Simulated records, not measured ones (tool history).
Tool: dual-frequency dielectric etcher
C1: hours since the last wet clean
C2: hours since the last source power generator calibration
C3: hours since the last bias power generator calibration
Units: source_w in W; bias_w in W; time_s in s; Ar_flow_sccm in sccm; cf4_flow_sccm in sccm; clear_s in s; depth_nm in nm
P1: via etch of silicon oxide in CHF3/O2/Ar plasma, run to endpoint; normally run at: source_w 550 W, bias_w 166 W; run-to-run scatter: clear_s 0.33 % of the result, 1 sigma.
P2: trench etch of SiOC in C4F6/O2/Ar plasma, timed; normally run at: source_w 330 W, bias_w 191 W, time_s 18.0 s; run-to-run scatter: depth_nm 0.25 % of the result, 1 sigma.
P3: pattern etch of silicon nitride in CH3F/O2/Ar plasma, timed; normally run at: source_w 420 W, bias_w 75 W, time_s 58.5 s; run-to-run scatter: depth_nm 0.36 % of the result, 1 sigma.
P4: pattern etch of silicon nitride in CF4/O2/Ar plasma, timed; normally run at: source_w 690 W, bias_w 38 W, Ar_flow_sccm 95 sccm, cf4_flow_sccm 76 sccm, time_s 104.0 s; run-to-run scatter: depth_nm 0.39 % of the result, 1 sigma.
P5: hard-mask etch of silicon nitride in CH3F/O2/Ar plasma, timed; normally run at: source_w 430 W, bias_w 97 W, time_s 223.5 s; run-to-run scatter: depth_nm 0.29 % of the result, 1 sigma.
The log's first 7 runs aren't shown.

Run 8, hour 65.9: process P3, source_w 420 W, bias_w 75 W, time_s 32.0 s; C1 378.8; C2 903.3; C3 884.7. Result: depth_nm 24.108 nm.
Run 9, hour 74.2: process P5, source_w 430 W, bias_w 97 W, time_s 223.5 s; C1 387.1; C2 911.6; C3 893.0. Result: depth_nm 180.520 nm.
Run 10, hour 81.4: process P2, source_w 330 W, bias_w 191 W, time_s 26.0 s; C1 394.3; C2 918.8; C3 900.2. Result: depth_nm 50.600 nm.
Run 11, hour 91.4: process P4, source_w 430 W, bias_w 38 W, time_s 104.0 s, Ar_flow_sccm 95 sccm, cf4_flow_sccm 76 sccm; C1 404.3; C2 928.8; C3 910.2. Result: depth_nm 152.240 nm.
Run 12, hour 100.2: process P3, source_w 560 W, bias_w 75 W, time_s 58.5 s; C1 413.1; C2 937.6; C3 919.0. Result: depth_nm 49.129 nm.
Run 13, hour 108.4: process P1, source_w 550 W, bias_w 166 W; C1 421.3; C2 945.8; C3 927.2. Result: clear_s 320.94 s.
Run 14, hour 113.8: process P1, source_w 550 W, bias_w 166 W; C1 426.7; C2 951.2; C3 932.6. Result: clear_s 322.06 s.
Run 15, hour 121.8: process P5, source_w 430 W, bias_w 120 W, time_s 223.5 s; C1 434.7; C2 959.2; C3 940.6. Result: depth_nm 195.750 nm.
Run 16, hour 132.5: process P4, source_w 690 W, bias_w 27 W, time_s 104.0 s, Ar_flow_sccm 95 sccm, cf4_flow_sccm 76 sccm; C1 445.4; C2 969.9; C3 951.3. Result: depth_nm 205.690 nm.
Run 17, hour 144.0: process P4, source_w 690 W, bias_w 38 W, time_s 130.5 s, Ar_flow_sccm 95 sccm, cf4_flow_sccm 76 sccm; C1 456.9; C2 981.4; C3 962.8. Result: depth_nm 290.460 nm.
At hour 147.5: source power generator calibrated.
Run 18, hour 150.7: process P1, source_w 690 W, bias_w 100 W; C1 463.6; C2 3.2; C3 969.5. Result: clear_s 345.62 s.
Run 19, hour 158.6: process P1, source_w 720 W, bias_w 166 W; C1 471.5; C2 11.1; C3 977.4. Result: clear_s 290.50 s.
Run 20, hour 168.8: process P3, source_w 420 W, bias_w 75 W, time_s 58.5 s; C1 481.7; C2 21.3; C3 987.6. Result: depth_nm 44.038 nm.
Run 21, hour 178.0: process P1, source_w 550 W, bias_w 166 W; C1 490.9; C2 30.5; C3 996.8. Result: clear_s 321.09 s.
Run 22, hour 188.8: process P4, source_w 690 W, bias_w 38 W, time_s 104.0 s, Ar_flow_sccm 95 sccm, cf4_flow_sccm 76 sccm; C1 501.7; C2 41.3; C3 1007.6. Result: depth_nm 231.910 nm.
Run 23, hour 200.5: process P4, source_w 690 W, bias_w 38 W, time_s 104.0 s, Ar_flow_sccm 95 sccm, cf4_flow_sccm 52 sccm; C1 513.4; C2 53.0; C3 1019.3. Result: depth_nm 216.920 nm.

The next listed run, before its measurement:
Run 24, hour 210.9: process P1, source_w 550 W, bias_w 166 W; C1 523.8; C2 63.4; C3 1029.7. Result: clear_s ?.

{"run 24": {"clear_s": 322.24}}
